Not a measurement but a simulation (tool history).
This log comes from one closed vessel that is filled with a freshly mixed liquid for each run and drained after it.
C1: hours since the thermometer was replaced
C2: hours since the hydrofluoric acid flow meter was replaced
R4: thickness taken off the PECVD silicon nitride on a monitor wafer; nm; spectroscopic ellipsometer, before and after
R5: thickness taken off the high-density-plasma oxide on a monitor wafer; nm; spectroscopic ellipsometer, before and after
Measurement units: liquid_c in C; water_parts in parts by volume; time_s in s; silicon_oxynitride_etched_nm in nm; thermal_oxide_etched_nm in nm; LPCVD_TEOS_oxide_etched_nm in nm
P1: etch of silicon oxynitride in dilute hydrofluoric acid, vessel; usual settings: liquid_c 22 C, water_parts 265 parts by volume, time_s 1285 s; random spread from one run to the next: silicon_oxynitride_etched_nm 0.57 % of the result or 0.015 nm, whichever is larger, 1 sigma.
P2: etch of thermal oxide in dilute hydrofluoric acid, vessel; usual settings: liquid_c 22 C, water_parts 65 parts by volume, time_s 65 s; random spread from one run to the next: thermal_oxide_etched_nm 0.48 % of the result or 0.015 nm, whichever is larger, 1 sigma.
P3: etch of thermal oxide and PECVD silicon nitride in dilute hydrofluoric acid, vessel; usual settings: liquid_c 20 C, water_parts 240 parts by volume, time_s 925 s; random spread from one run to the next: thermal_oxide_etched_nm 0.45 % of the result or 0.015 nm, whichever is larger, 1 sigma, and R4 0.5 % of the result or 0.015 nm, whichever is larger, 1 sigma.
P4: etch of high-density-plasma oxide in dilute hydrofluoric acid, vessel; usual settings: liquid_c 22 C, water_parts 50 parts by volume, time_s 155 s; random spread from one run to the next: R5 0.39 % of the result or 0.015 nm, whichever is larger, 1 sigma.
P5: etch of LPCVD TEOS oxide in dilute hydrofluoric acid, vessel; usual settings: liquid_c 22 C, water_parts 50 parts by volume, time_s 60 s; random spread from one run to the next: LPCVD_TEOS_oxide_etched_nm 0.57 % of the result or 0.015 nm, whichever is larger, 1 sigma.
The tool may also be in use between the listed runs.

Run 1, hour 4.2: process P1, liquid_c 22 C, water_parts 265 parts by volume, time_s 1285 s; C1 660.8; C2 154.5. Result: silicon_oxynitride_etched_nm 10.742 nm.
Run 2, hour 6.6: process P1, liquid_c 22 C, water_parts 265 parts by volume, time_s 1285 s; C1 663.2; C2 156.9. Result: silicon_oxynitride_etched_nm 10.675 nm.
Run 3, hour 10.7: process P2, liquid_c 22 C, water_parts 100 parts by volume, time_s 65 s; C1 667.3; C2 161. Result: thermal_oxide_etched_nm 2.9234 nm.
Run 4, hour 15.2: process P5, liquid_c 22 C, water_parts 50 parts by volume, time_s 115 s; C1 671.8; C2 165.5. Result: LPCVD_TEOS_oxide_etched_nm 122.4 nm.
At hour 15.3: hydrofluoric acid flow meter replaced.
Run 5, hour 18.8: process P5, liquid_c 27 C, water_parts 50 parts by volume, time_s 60 s; C1 675.4; C2 3.6. Result: LPCVD_TEOS_oxide_etched_nm 78.969 nm.
Run 6, hour 23.3: process P3, liquid_c 20 C, water_parts 240 parts by volume, time_s 925 s; C1 679.9; C2 8.1. Result: thermal_oxide_etched_nm 13.097 nm, R4 16.718 nm.
Run 7, hour 27.5: process P1, liquid_c 17 C, water_parts 265 parts by volume, time_s 1285 s; C1 684.1; C2 12.3. Result: silicon_oxynitride_etched_nm 8.5628 nm.
Run 8, hour 30.9: process P5, liquid_c 22 C, water_parts 50 parts by volume, time_s 60 s; C1 687.5; C2 15.7. Result: LPCVD_TEOS_oxide_etched_nm 63.378 nm.
Run 9, hour 33.3: process P1, liquid_c 17 C, water_parts 265 parts by volume, time_s 695 s; C1 689.9; C2 18.1. Result: silicon_oxynitride_etched_nm 4.6473 nm.
Run 10, hour 38.1: process P2, liquid_c 22 C, water_parts 65 parts by volume, time_s 65 s; C1 694.7; C2 22.9. Result: thermal_oxide_etched_nm 4.6716 nm.
Run 11, hour 40.6: process P1, liquid_c 22 C, water_parts 265 parts by volume, time_s 1285 s; C1 697.2; C2 25.4. Result: silicon_oxynitride_etched_nm 10.606 nm.
Run 12, hour 44.7: process P1, liquid_c 22 C, water_parts 265 parts by volume, time_s 1285 s; C1 701.3; C2 29.5. Result: silicon_oxynitride_etched_nm 10.801 nm.
Run 13, hour 49.2: process P3, liquid_c 20 C, water_parts 240 parts by volume, time_s 475 s; C1 705.8; C2 34. Result: thermal_oxide_etched_nm 6.7521 nm, R4 8.6733 nm.
Run 14, hour 52.4: process P1, liquid_c 22 C, water_parts 265 parts by volume, time_s 1285 s; C1 709; C2 37.2. Result: silicon_oxynitride_etched_nm 10.647 nm.
Run 15, hour 56.8: process P1, liquid_c 22 C, water_parts 265 parts by volume, time_s 1285 s; C1 713.4; C2 41.6. Result: silicon_oxynitride_etched_nm 10.742 nm.
Run 16, hour 60.6: process P1, liquid_c 22 C, water_parts 265 parts by volume, time_s 1285 s; C1 717.2; C2 45.4. Result: silicon_oxynitride_etched_nm 10.529 nm.
Run 17, hour 63.7: process P5, liquid_c 22 C, water_parts 70 parts by volume, time_s 60 s; C1 720.3; C2 48.5. Result: LPCVD_TEOS_oxide_etched_nm 44.605 nm.
Run 18, hour 65.8: process P3, liquid_c 17 C, water_parts 240 parts by volume, time_s 925 s; C1 722.4; C2 50.6. Result: thermal_oxide_etched_nm 11.765 nm, R4 13.924 nm.
Run 19, hour 68.5: process P4, liquid_c 22 C, water_parts 50 parts by volume, time_s 155 s; C1 725.1; C2 53.3. Result: R5 17.117 nm.
Run 20, hour 71.4: process P1, liquid_c 22 C, water_parts 110 parts by volume, time_s 1285 s; C1 728; C2 56.2. Result: silicon_oxynitride_etched_nm 28.556 nm.
Run 21, hour 74.7: process P4, liquid_c 22 C, water_parts 20 parts by volume, time_s 155 s; C1 731.3; C2 59.5. Result: R5 44.453 nm.
Run 22, hour 77.4: process P4, liquid_c 17 C, water_parts 50 parts by volume, time_s 155 s; C1 734; C2 62.2. Result: R5 13.839 nm.
Run 23, hour 82: process P2, liquid_c 22 C, water_parts 65 parts by volume, time_s 100 s; C1 738.6; C2 66.8. Result: thermal_oxide_etched_nm 7.2392 nm.
Run 24, hour 85.9: process P1, liquid_c 25.5 C, water_parts 265 parts by volume, time_s 1285 s; C1 742.5; C2 70.7. Result: silicon_oxynitride_etched_nm 12.397 nm.
Run 25, hour 89.8: process P3, liquid_c 20 C, water_parts 80 parts by volume, time_s 925 s; C1 746.4; C2 74.6. Result: thermal_oxide_etched_nm 46.312 nm, R4 48.905 nm.
Run 26, hour 92.7: process P1, liquid_c 22 C, water_parts 265 parts by volume, time_s 260 s; C1 749.3; C2 77.5. Result: silicon_oxynitride_etched_nm 2.1649 nm.
Run 27, hour 95.9: process P1, liquid_c 22 C, water_parts 450 parts by volume, time_s 1285 s; C1 752.5; C2 80.7. Result: silicon_oxynitride_etched_nm 5.6014 nm.
Run 28, hour 98: process P3, liquid_c 20 C, water_parts 240 parts by volume, time_s 925 s; C1 754.6; C2 82.8. Result: thermal_oxide_etched_nm 13.02 nm, R4 16.848 nm.
Run 29, hour 101.4: process P4, liquid_c 22 C, water_parts 50 parts by volume, time_s 30 s; C1 758; C2 86.2. Result: R5 3.3097 nm.
Run 30, hour 104.8: process P1, liquid_c 22 C, water_parts 265 parts by volume, time_s 2245 s; C1 761.4; C2 89.6. Result: silicon_oxynitride_etched_nm 18.757 nm.
Run 31, hour 109.1: process P2, liquid_c 28 C, water_parts 65 parts by volume, time_s 65 s; C1 765.7; C2 93.9. Result: thermal_oxide_etched_nm 5.8985 nm.
Run 32, hour 113.6: process P1, liquid_c 22 C, water_parts 265 parts by volume, time_s 1285 s; C1 770.2; C2 98.4. Result: silicon_oxynitride_etched_nm 10.735 nm.
Run 33, hour 118.3: process P1, liquid_c 22 C, water_parts 265 parts by volume, time_s 1285 s; C1 774.9; C2 103.1. Result: silicon_oxynitride_etched_nm 10.982 nm.
Run 34, hour 121.1: process P1, liquid_c 22 C, water_parts 265 parts by volume, time_s 1285 s; C1 777.7; C2 105.9. Result: silicon_oxynitride_etched_nm 11.26 nm.
Run 35, hour 124.1: process P1, liquid_c 22 C, water_parts 265 parts by volume, time_s 1285 s; C1 780.7; C2 108.9. Result: silicon_oxynitride_etched_nm 11.347 nm.
Run 36, hour 129: process P1, liquid_c 22 C, water_parts 265 parts by volume, time_s 1285 s; C1 785.6; C2 113.8. Result: silicon_oxynitride_etched_nm 11.49 nm.
Run 37, hour 131.4: process P1, liquid_c 22 C, water_parts 265 parts by volume, time_s 1285 s; C1 788; C2 116.2. Result: silicon_oxynitride_etched_nm 11.401 nm.
Run 38, hour 135.9: process P1, liquid_c 22 C, water_parts 265 parts by volume, time_s 1285 s; C1 792.5; C2 120.7. Result: silicon_oxynitride_etched_nm 11.472 nm.

P1 no longer gives what it gave before; its output has crept away from where it was. The following 2 causes, each at its listed size, fit the log equally well:
A: hydrofluoric acid flow above the setpoint (%) = 5.81
B: liquid hotter than its thermometer reads (K) = 1.52
The gradual shift began around hour 113.6.

Question marks stand in for the results of the 4 check runs listed below, each run on one wafer. Under which run would the listed causes show clearly different results?
Run check 1, hour 140.4: process P3, liquid_c 20 C, water_parts 240 parts by volume, time_s 925 s. Result: thermal_oxide_etched_nm ?, R4 ?.
Run check 2, hour 140.4: process P4, liquid_c 22 C, water_parts 50 parts by volume, time_s 155 s. Result: R5 ?.
Run check 3, hour 140.4: process P2, liquid_c 22 C, water_parts 65 parts by volume, time_s 65 s. Result: thermal_oxide_etched_nm ?.
Run check 4, hour 140.4: process P5, liquid_c 22 C, water_parts 50 parts by volume, time_s 60 s. Result: LPCVD_TEOS_oxide_etched_nm ?.

How each check would come out, cause by cause:
  check                      result    if A    if B
check 1     thermal_oxide_etched_nm  13.998  13.829
check 1                          R4   17.79  18.571
check 2                          R5  18.127  18.184
check 3     thermal_oxide_etched_nm  4.9814  4.9891
check 4  LPCVD_TEOS_oxide_etched_nm  67.643  67.855
Minimum pairwise separation of causes per check, each pair taken at its best-separating result: check 1 4.29 %; check 2 0.31 %; check 3 0.15 %; check 4 0.31 %
Check 1 distinguishes between the causes, while the remaining checks would return nearly the same result for all of them.

Running check 1 produced the following: thermal_oxide_etched_nm 13.85 nm; R4 18.428 nm. Which one of the listed causes fits?

It was cause B: liquid hotter than its thermometer reads (K).

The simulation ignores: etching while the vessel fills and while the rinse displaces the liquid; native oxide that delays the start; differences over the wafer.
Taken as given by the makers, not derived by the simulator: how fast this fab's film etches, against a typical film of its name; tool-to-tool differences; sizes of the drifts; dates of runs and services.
